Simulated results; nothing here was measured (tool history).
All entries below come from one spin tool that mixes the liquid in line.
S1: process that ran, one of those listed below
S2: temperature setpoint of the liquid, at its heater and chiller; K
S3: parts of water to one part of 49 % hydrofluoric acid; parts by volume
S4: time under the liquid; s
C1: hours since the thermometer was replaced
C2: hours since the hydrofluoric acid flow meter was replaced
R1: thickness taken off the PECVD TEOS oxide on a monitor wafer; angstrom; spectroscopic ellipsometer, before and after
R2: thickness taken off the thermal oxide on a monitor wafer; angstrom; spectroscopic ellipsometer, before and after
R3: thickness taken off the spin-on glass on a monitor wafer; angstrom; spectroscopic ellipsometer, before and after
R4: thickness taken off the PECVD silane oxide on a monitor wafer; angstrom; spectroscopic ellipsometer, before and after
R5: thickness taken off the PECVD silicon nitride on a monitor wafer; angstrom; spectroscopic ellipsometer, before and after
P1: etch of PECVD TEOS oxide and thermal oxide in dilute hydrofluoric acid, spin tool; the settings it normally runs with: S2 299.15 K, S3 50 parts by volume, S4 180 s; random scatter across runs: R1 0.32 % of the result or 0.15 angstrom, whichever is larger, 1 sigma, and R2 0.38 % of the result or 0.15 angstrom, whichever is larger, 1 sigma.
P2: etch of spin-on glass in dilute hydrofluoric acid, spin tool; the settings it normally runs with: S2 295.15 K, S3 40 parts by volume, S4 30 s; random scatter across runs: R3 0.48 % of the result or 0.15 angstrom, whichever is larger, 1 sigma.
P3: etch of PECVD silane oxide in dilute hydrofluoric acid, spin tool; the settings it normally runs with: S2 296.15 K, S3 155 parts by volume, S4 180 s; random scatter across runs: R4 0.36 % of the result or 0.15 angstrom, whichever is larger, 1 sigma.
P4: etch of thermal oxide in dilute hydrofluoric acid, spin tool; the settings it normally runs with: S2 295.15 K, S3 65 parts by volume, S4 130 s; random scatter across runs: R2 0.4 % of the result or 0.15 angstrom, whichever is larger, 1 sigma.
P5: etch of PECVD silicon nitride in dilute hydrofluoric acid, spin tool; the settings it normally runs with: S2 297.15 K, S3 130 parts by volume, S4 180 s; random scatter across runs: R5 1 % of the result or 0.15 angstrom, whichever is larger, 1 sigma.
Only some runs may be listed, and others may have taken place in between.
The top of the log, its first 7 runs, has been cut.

run,hour,S1,S2,S3,S4,C1,C2,R1,R2,R3,R4,R5
8,81.2,P1,299.15,50,180,1281.9,517.8,443.44,191.71,,,
9,93,P1,299.15,50,340,1293.7,529.6,833.82,366.08,,,
10,105.6,P1,303.65,50,180,1306.3,542.2,530.56,230.9,,,
11,119.6,P5,290.15,130,180,1320.3,556.2,,,,,16.718
12,133.9,P1,299.15,75,20,1334.6,570.5,31.862,13.858,,,
13,144.2,P2,295.15,40,30,1344.9,580.8,,,398.01,,
14,153.6,P4,290.65,65,130,1354.3,590.2,,72.041,,,
15,169.1,P4,295.15,65,130,1369.8,605.7,,87.059,,,
16,178.7,P3,304.15,155,180,1379.4,615.3,,,,243.48,
17,187.6,P3,296.15,155,295,1388.3,624.2,,,,296.08,
18,194.6,P4,295.15,65,15,1395.3,631.2,,9.9861,,,
19,202.8,P5,297.15,130,15,1403.5,639.4,,,,,2.2043
20,215,P2,302.15,40,30,1415.7,651.6,,,528.06,,

Expected results for the next run?
21,225.9,P1,299.15,50,180,1426.6,662.5,?,?,,,

{"run 21": {"R1": 441.76, "R2": 190.59}}
